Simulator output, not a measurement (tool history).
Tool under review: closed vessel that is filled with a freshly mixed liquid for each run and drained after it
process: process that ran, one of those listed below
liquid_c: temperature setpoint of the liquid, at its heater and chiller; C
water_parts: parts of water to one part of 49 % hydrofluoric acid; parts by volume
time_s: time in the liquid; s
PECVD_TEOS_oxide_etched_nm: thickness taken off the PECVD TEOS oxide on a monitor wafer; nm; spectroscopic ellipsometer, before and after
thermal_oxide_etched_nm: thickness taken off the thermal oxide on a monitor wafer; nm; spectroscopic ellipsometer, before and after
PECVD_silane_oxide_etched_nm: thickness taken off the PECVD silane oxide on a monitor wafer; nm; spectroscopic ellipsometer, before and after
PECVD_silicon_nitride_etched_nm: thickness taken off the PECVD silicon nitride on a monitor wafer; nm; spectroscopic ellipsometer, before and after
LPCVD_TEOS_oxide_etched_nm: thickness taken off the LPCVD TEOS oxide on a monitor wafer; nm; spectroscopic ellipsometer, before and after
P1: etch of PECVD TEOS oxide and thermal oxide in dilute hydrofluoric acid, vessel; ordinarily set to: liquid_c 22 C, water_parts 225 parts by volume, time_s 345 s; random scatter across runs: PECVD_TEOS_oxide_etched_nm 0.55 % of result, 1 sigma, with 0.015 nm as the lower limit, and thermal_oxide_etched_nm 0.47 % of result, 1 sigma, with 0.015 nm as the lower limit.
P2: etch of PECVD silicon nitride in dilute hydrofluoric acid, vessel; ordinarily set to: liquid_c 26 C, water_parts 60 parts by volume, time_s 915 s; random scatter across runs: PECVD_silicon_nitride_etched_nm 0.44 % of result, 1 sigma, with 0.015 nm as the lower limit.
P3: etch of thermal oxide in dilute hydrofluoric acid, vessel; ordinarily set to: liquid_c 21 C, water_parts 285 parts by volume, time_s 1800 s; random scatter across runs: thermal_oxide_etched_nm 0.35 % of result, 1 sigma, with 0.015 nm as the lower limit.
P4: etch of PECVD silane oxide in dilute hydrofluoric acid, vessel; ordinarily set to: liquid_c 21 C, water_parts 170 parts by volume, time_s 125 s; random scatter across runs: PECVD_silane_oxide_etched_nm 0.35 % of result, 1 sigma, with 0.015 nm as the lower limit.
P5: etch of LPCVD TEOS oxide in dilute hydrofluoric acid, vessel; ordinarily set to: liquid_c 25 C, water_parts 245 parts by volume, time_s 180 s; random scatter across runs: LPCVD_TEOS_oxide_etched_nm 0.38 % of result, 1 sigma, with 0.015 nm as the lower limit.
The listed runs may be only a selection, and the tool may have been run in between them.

run	hour	process	liquid_c	water_parts	time_s	PECVD_TEOS_oxide_etched_nm	thermal_oxide_etched_nm	PECVD_silane_oxide_etched_nm	PECVD_silicon_nitride_etched_nm	LPCVD_TEOS_oxide_etched_nm
1	10.9	P1	22	225	345	26.523	6.0889			
2	23.4	P4	21	170	55			12.069		
3	36.3	P3	25	285	1800		26.058			
4	44.2	P1	26	225	545	47.946	11.213			
5	51.5	P3	21	285	935		11.747			
6	62.6	P4	21	285	125			14.657		
7	73.1	P1	22	225	165	12.531	2.9112			
8	84.1	P1	22	225	345	26.448	6.1553			
9	90.9	P2	26	60	915				29.391	
10	99.1	P5	25	245	325					47.876
11	111.4	P4	17	170	125			23.378		
12	123.9	P1	22	225	345	26.215	6.1058			
13	135	P2	32.5	60	915				44.607	
14	146.8	P5	17	245	180					19.677
15	158.6	P1	22	375	345	13.672	3.1971			
16	171.8	P3	21	155	1800		47.106			
17	182	P3	21	285	1800		22.662			
18	194.7	P1	22	225	345	26.247	6.0324			
19	202.9	P1	22	225	530	40.494	9.4168			
20	210.4	P2	26	60	915				29.315	
21	221.3	P2	26	60	305				9.7653	
22	232.1	P2	26	20	915				85.813	
23	240.7	P1	17	125	345	43.215	9.9652			
24	253.5	P1	22	335	500	23.064	5.3649			
25	261.5	P1	17	225	345	21.68	5.0455			
26	274.5	P1	22	225	345	26.453	6.1155			
27	285	P4	21	170	125			27.391		
28	297	P1	22	225	345	26.327	6.1297			
29	302.7	P5	25	130	180					56.832
30	313.5	P5	25	245	180					26.48
31	322.5	P5	25	245	180					26.599
32	332.5	P1	26.5	225	345	30.85	7.2198			
33	343.9	P1	22	115	345	57.823	13.475			

What does the tool deliver on the next run?
34	354.7	P1	22	225	345	?	?			

{"run 34": {"PECVD_TEOS_oxide_etched_nm": 26.45, "thermal_oxide_etched_nm": 6.146}}
